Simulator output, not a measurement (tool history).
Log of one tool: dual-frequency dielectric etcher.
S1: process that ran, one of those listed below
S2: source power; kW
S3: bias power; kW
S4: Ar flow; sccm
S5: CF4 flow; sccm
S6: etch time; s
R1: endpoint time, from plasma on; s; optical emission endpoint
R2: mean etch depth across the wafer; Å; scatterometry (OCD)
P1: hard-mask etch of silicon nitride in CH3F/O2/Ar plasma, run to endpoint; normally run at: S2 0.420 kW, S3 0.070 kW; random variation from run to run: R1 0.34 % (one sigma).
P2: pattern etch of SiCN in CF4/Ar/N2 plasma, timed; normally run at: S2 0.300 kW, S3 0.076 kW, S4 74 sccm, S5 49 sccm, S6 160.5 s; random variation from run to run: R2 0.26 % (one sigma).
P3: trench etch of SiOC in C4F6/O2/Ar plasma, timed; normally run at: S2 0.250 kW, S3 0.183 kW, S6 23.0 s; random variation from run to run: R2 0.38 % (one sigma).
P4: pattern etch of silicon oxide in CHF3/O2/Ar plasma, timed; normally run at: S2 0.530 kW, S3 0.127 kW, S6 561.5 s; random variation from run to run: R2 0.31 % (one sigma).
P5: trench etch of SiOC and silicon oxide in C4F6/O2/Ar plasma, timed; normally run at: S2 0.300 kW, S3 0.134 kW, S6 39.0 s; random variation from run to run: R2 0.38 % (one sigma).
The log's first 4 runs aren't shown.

Run 5, hour 73.3: S1 P4, S2 0.530 kW, S3 0.127 kW, S6 753.5 s. Result: R2 12371.00 Å.
Run 6, hour 84.0: S1 P2, S2 0.300 kW, S3 0.076 kW, S4 74 sccm, S5 49 sccm, S6 218.0 s. Result: R2 1312.40 Å.
Run 7, hour 96.7: S1 P1, S2 0.420 kW, S3 0.091 kW. Result: R1 34.327 s.
Run 8, hour 110.0: S1 P5, S2 0.300 kW, S3 0.134 kW, S6 39.0 s. Result: R2 597.19 Å.
Run 9, hour 125.3: S1 P3, S2 0.250 kW, S3 0.183 kW, S6 23.0 s. Result: R2 395.28 Å.
Run 10, hour 139.1: S1 P1, S2 0.330 kW, S3 0.070 kW. Result: R1 41.487 s.
Run 11, hour 153.1: S1 P4, S2 0.530 kW, S3 0.127 kW, S6 561.5 s. Result: R2 9260.80 Å.
Run 12, hour 164.3: S1 P2, S2 0.300 kW, S3 0.076 kW, S4 99 sccm, S5 49 sccm, S6 160.5 s. Result: R2 928.36 Å.
Run 13, hour 175.4: S1 P4, S2 0.710 kW, S3 0.127 kW, S6 561.5 s. Result: R2 10378.00 Å.
Run 14, hour 182.4: S1 P1, S2 0.420 kW, S3 0.056 kW. Result: R1 40.604 s.
Run 15, hour 195.9: S1 P1, S2 0.550 kW, S3 0.070 kW. Result: R1 33.770 s.
Run 16, hour 208.8: S1 P2, S2 0.220 kW, S3 0.076 kW, S4 74 sccm, S5 49 sccm, S6 160.5 s. Result: R2 737.98 Å.
Run 17, hour 219.7: S1 P5, S2 0.300 kW, S3 0.134 kW, S6 49.5 s. Result: R2 763.41 Å.
Run 18, hour 231.3: S1 P4, S2 0.530 kW, S3 0.163 kW, S6 561.5 s. Result: R2 9997.90 Å.
Run 19, hour 242.1: S1 P1, S2 0.550 kW, S3 0.056 kW. Result: R1 36.728 s.
Run 20, hour 255.7: S1 P1, S2 0.420 kW, S3 0.070 kW. Result: R1 37.875 s.
Run 21, hour 265.3: S1 P2, S2 0.300 kW, S3 0.103 kW, S4 74 sccm, S5 49 sccm, S6 160.5 s. Result: R2 1084.00 Å.
Run 22, hour 273.1: S1 P3, S2 0.320 kW, S3 0.183 kW, S6 23.0 s. Result: R2 434.99 Å.
Run 23, hour 285.4: S1 P1, S2 0.420 kW, S3 0.070 kW. Result: R1 37.692 s.
At hour 294.8: bias power generator calibrated.
Run 24, hour 300.4: S1 P1, S2 0.420 kW, S3 0.070 kW. Result: R1 37.544 s.
Run 25, hour 310.3: S1 P5, S2 0.190 kW, S3 0.134 kW, S6 39.0 s. Result: R2 501.79 Å.
Run 26, hour 318.0: S1 P2, S2 0.300 kW, S3 0.076 kW, S4 74 sccm, S5 31 sccm, S6 160.5 s. Result: R2 904.49 Å.
Run 27, hour 332.9: S1 P3, S2 0.250 kW, S3 0.258 kW, S6 23.0 s. Result: R2 446.37 Å.
Run 28, hour 340.8: S1 P5, S2 0.300 kW, S3 0.180 kW, S6 39.0 s. Result: R2 657.85 Å.
Run 29, hour 351.7: S1 P1, S2 0.420 kW, S3 0.070 kW. Result: R1 37.459 s.

The next listed run, before its measurement:
Run 30, hour 360.5: S1 P1, S2 0.420 kW, S3 0.070 kW. Result: R1 ?.

R1: 37.675 s
